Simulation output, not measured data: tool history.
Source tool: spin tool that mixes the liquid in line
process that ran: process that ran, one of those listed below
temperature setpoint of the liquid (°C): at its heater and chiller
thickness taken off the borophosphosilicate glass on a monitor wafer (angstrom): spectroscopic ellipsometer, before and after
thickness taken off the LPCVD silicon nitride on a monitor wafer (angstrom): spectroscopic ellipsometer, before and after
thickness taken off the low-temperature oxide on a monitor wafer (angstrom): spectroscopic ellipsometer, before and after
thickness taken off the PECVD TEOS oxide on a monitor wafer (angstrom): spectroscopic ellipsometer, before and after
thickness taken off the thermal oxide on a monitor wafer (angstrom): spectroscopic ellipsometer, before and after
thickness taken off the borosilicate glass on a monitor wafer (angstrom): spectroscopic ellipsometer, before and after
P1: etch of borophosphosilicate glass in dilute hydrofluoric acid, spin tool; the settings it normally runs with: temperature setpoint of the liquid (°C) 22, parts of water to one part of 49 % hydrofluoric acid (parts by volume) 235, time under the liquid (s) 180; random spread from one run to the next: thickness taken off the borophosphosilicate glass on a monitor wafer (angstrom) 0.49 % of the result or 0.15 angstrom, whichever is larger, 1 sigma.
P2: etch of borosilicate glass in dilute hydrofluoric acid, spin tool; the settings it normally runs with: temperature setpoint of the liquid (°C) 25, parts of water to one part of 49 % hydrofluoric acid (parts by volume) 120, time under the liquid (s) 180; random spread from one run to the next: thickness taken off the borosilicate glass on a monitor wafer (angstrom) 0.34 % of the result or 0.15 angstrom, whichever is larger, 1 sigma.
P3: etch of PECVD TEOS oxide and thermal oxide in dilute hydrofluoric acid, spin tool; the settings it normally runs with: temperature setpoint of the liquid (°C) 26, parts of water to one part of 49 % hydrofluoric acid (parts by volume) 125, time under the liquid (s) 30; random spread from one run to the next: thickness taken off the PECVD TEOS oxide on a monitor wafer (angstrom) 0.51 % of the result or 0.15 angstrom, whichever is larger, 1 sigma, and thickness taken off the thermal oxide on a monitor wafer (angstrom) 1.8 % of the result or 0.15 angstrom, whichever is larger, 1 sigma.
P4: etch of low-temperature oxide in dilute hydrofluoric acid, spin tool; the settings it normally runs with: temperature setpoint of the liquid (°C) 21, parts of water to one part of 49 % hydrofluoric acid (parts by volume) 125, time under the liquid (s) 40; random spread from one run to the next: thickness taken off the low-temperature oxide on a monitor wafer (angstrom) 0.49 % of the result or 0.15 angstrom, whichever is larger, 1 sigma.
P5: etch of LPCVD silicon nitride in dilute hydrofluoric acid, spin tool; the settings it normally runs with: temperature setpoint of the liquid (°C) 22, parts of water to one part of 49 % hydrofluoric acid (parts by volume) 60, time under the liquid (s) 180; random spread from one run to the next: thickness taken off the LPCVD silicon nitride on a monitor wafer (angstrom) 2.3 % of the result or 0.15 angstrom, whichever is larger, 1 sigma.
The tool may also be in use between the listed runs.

run	hour	process that ran	temperature setpoint of the liquid (°C)	parts of water to one part of 49 % hydrofluoric acid (parts by volume)	time under the liquid (s)	hours since the thermometer was replaced	hours since the hydrofluoric acid flow meter was replaced	thickness taken off the borophosphosilicate glass on a monitor wafer (angstrom)	thickness taken off the LPCVD silicon nitride on a monitor wafer (angstrom)	thickness taken off the low-temperature oxide on a monitor wafer (angstrom)	thickness taken off the PECVD TEOS oxide on a monitor wafer (angstrom)	thickness taken off the thermal oxide on a monitor wafer (angstrom)	thickness taken off the borosilicate glass on a monitor wafer (angstrom)
1	12.8	P1	22	235	180	410.3	470.7	268.54					
2	21.2	P1	30.5	235	180	418.7	479.1	361.27					
3	28.4	P1	22	235	180	425.9	486.3	269.08					
4	41.6	P5	22	60	180	439.1	499.5		11.305				
5	52.5	P5	22	20	180	450	510.4		31.958				
6	65.1	P1	22	235	180	462.6	523	268.65					
7	73.8	P4	21	125	40	471.3	531.7			61.844			
8	88.5	P3	26	55	30	486	546.4				142.25	31.937	
9	95.6	P1	22	235	180	493.1	553.5	268.23					
10	103.8	P2	17	120	180	501.3	561.7						186.69
11	113.7	P2	25	120	180	511.2	571.6						255.95
12	127.2	P1	17	65	180	524.7	585.1	953.7					
13	136.7	P5	29	60	180	534.2	594.6		17.7				
14	151.9	P1	22	235	330	549.4	609.8	488.08					
15	162.2	P1	22	235	180	559.7	620.1	269.78					
16	175.3	P2	25	200	180	572.8	633.2						141.02
17	189	P1	22	130	180	586.5	646.9	542.23					
18	202	P1	22	235	25	599.5	659.9	37.31					
19	213.1	P2	25	120	325	610.6	671						466.78
20	226	P4	21	125	40	623.5	683.9			61.064			
21	237	P5	22	60	325	634.5	694.9		19.73				
22	244.4	P4	21	125	15	641.9	702.3			22.972			
23	257	P4	17	125	40	654.5	714.9			52.234			
24	269.4	P3	26	125	30	666.9	727.3				57.128	12.281	
25	276.5	P4	21	195	40	674	734.4			36.762			
26	287.6	P1	17.5	235	325	685.1	745.5	415.22					
27	301.5	P3	33	125	30	699	759.4				73.965	15.504	
28	312.3	P3	26	125	60	709.8	770.2				113.62	23.868	
29	322.6	P1	22	435	180	720.1	780.5	121.34					
# hour 323.3: thermometer replaced
30	337.4	P1	17	235	180	14.2	795.3	221.23					
31	344	P1	22	235	180	20.8	801.9	269.75					
32	355	P5	22	60	180	31.8	812.9		11.415				
33	362.6	P1	22	235	180	39.4	820.5	268.74					
34	377.5	P1	22	235	180	54.3	835.4	279.77					
35	386.2	P1	22	235	180	63	844.1	281.12					
36	401.2	P1	22	235	180	78	859.1	284.98					
37	411.7	P1	22	235	180	88.5	869.6	285.97					
38	421.3	P1	22	235	180	98.1	879.2	291.39					
39	428.5	P1	22	235	180	105.3	886.4	289.1					
40	441	P1	22	235	180	117.8	898.9	290.24					
41	447.7	P1	22	235	180	124.5	905.6	290.2					
42	457.6	P1	22	235	180	134.4	915.5	291.82					
43	464.4	P1	22	235	180	141.2	922.3	290.02					

Something has made what P1 gives creep away from where it was; the 2 causes below, each at its own stated size, fit the log equally well:
A: hydrofluoric acid flow above the setpoint (%) = 6.36
B: liquid hotter than its thermometer reads (K) = 2.08
Creep in the process output first set in at about hour 362.6.

Consider the 4 check runs below, whose results appear as question marks and each of which averages 5 wafers. Which one distinguishes the causes, in that each cause would give it a clearly different result?
check 1	471.2	P2	25	185	180								?
check 2	471.2	P5	22	25	290				?				
check 3	471.2	P4	21	185	40					?			
check 4	471.2	P3	30	125	45						?	?	

Check results expected under each cause:
check	result	if A	if B
check 1	thickness taken off the borosilicate glass on a monitor wafer (angstrom)	166.59	166.9
check 2	thickness taken off the LPCVD silicon nitride on a monitor wafer (angstrom)	45.426	49.417
check 3	thickness taken off the low-temperature oxide on a monitor wafer (angstrom)	42.071	42.337
check 4	thickness taken off the PECVD TEOS oxide on a monitor wafer (angstrom)	106.49	106.89
check 4	thickness taken off the thermal oxide on a monitor wafer (angstrom)	23.002	23.087
Distance between the nearest two causes, measured in the result of the check that separates them most: check 1 0.18 %; check 2 8.42 %; check 3 0.63 %; check 4 0.37 %
Check 2 distinguishes between the causes, while the remaining checks would return nearly the same result for all of them.

The results of check 2 are: thickness taken off the LPCVD silicon nitride on a monitor wafer (angstrom) 49.182. Based on these, which of the listed causes is it?

B is the cause: liquid hotter than its thermometer reads (K).
